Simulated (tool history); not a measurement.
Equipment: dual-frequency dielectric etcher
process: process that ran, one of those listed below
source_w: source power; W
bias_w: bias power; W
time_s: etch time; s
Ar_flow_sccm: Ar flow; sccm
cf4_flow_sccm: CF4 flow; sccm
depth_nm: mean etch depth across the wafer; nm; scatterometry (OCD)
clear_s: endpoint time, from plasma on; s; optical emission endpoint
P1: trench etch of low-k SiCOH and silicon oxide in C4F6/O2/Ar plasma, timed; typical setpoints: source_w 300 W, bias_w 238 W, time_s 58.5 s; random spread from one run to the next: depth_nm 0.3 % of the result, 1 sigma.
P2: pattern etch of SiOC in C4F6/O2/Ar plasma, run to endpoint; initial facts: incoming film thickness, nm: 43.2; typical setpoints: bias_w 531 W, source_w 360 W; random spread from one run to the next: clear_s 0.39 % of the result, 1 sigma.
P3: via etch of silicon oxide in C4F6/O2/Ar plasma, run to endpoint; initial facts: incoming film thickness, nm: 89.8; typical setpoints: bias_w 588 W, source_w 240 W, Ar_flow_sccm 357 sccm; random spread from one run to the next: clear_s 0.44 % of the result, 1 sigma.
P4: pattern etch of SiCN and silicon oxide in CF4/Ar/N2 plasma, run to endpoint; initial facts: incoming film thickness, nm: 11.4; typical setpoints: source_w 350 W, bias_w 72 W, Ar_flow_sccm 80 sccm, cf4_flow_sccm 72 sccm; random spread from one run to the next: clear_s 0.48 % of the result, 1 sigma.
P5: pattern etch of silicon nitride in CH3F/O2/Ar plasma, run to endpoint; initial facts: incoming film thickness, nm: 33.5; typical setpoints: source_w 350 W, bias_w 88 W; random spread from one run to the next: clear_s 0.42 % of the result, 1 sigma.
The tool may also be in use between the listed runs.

run   hour  process  source_w  bias_w  time_s  Ar_flow_sccm  cf4_flow_sccm  hours since the last wet clean  hours since the last source power generator calibration  hours since the last bias power generator calibration  depth_nm  clear_s
  1    7.8       P1       300     238    58.5                                                        296.1                                                   1941.5                                                  505.5    194.04
  2   12.1       P1       300     238    32.0                                                        300.4                                                   1945.8                                                  509.8    106.14
  3   17.5       P3       290     588                   357                                          305.8                                                   1951.2                                                  515.2             21.062
  4   22.1       P1       350     322    58.5                                                        310.4                                                   1955.8                                                  519.8    225.89
  5   27.8       P3       240     588                   357                                          316.1                                                   1961.5                                                  525.5             22.444
  6   35.5       P3       240     588                   357                                          323.8                                                   1969.2                                                  533.2             22.658
  7   43.0       P2       360     310                                                                331.3                                                   1976.7                                                  540.7             18.469
  8   50.7       P4       350      72                    80             97                           339.0                                                   1984.4                                                  548.4             14.980
  9   57.6       P4       350      72                    80             72                           345.9                                                   1991.3                                                  555.3             15.625
 10   61.8       P5       350      88                                                                350.1                                                   1995.5                                                  559.5             47.363
 11   67.3       P5       350      88                                                                355.6                                                   2001.0                                                  565.0             47.327
 12   75.6       P4       350      72                   102             72                           363.9                                                   2009.3                                                  573.3             16.188
 13   82.4       P1       210     308    58.5                                                        370.7                                                   2016.1                                                  580.1    184.13
 14   90.5       P3       240     743                   357                                          378.8                                                   2024.2                                                  588.2             20.372
 15   96.4       P4       440      72                    80             72                           384.7                                                   2030.1                                                  594.1             12.708
 16  103.8       P1       300     238    58.5                                                        392.1                                                   2037.5                                                  601.5    194.07
 17  111.2       P1       200     238    58.5                                                        399.5                                                   2044.9                                                  608.9    165.44
 18  119.1       P1       300     238    58.5                                                        407.4                                                   2052.8                                                  616.8    193.57
 19  126.5       P1       300     238    58.5                                                        414.8                                                   2060.2                                                  624.2    193.35
 20  131.6       P5       210      88                                                                419.9                                                   2065.3                                                  629.3             57.179
 21  137.5       P4       350      92                    80             72                           425.8                                                   2071.2                                                  635.2             14.434
     138.9  -- bias power generator calibrated
 22  145.1       P3       240     588                   216                                          433.4                                                   2078.8                                                    6.2             21.380
 23  151.0       P1       300     157    58.5                                                        439.3                                                   2084.7                                                   12.1    168.68
 24  157.5       P2       210     531                                                                445.8                                                   2091.2                                                   18.6             18.273
 25  161.6       P1       300     238    58.5                                                        449.9                                                   2095.3                                                   22.7    194.40
 26  166.4       P1       300     238    84.5                                                        454.7                                                   2100.1                                                   27.5    280.80
 27  173.1       P1       300     309    58.5                                                        461.4                                                   2106.8                                                   34.2    211.60
 28  180.9       P1       400     238    58.5                                                        469.2                                                   2114.6                                                   42.0    215.84
 29  187.0       P2       360     531                                                                475.3                                                   2120.7                                                   48.1             15.051
 30  192.7       P5       350     113                                                                481.0                                                   2126.4                                                   53.8             43.276
 31  196.6       P1       300     238    58.5                                                        484.9                                                   2130.3                                                   57.7    194.49
 32  201.7       P1       300     238    58.5                                                        490.0                                                   2135.4                                                   62.8    191.74
 33  205.8       P1       300     238    58.5                                                        494.1                                                   2139.5                                                   66.9    191.42
 34  214.5       P1       300     238    58.5                                                        502.8                                                   2148.2                                                   75.6    191.34
 35  219.2       P1       300     238    58.5                                                        507.5                                                   2152.9                                                   80.3    191.13
     221.6  -- wet clean of the chamber
 36  223.6       P1       300     238    58.5                                                          2.0                                                   2157.3                                                   84.7    190.82
 37  228.8       P1       300     238    58.5                                                          7.2                                                   2162.5                                                   89.9    190.35
 38  236.7       P1       300     238    58.5                                                         15.1                                                   2170.4                                                   97.8    190.52
 39  242.0       P1       300     238    58.5                                                         20.4                                                   2175.7                                                  103.1    190.96
 40  247.9       P1       300     238    58.5                                                         26.3                                                   2181.6                                                  109.0    190.75

The output of P1 has drifted from where it used to be. Each of the 2 causes below, taken at the size shown beside it, accounts for the log equally well:
A: bias power that arrives under what is set, % = 4.35
B: source power that arrives under what is set, % = 3.88
Creep in the process output first set in at about hour 196.6.
All other causes, with the reason each is excluded:
chamber walls in a state that lowers the etch rate, %: was serviced at hour 221.6, once the creep was under way, yet the earlier output never came back

Of the 4 check runs below, each run on 3 wafers with the results averaged and each result still a question mark, which one would tell the listed causes apart?
check 1  253.8       P2       230     531                                                                                                                                                                                                       ?
check 2  253.8       P4       350      72                   100             93                                                                                                                                                                  ?
check 3  253.8       P5       350     109                                                                                                                                                                                                       ?
check 4  253.8       P3       240     679                   245                                                                                                                                                                                 ?

Check results expected under each cause:
  check   result    if A    if B
check 1  clear_s  18.059  18.010
check 2  clear_s  15.818  16.144
check 3  clear_s  44.500  44.410
check 4  clear_s  20.779  20.710
Distance between the nearest two causes, measured in the result of the check that separates them most: check 1 0.27 %; check 2 2.04 %; check 3 0.2 %; check 4 0.33 %
Check 2 is the one run that separates the causes; every other check would come out nearly the same whichever cause is at work.

After running check 2, the following was obtained: clear_s 16.184 s. Which cause does this point to?

It is B: source power that arrives under what is set, %.

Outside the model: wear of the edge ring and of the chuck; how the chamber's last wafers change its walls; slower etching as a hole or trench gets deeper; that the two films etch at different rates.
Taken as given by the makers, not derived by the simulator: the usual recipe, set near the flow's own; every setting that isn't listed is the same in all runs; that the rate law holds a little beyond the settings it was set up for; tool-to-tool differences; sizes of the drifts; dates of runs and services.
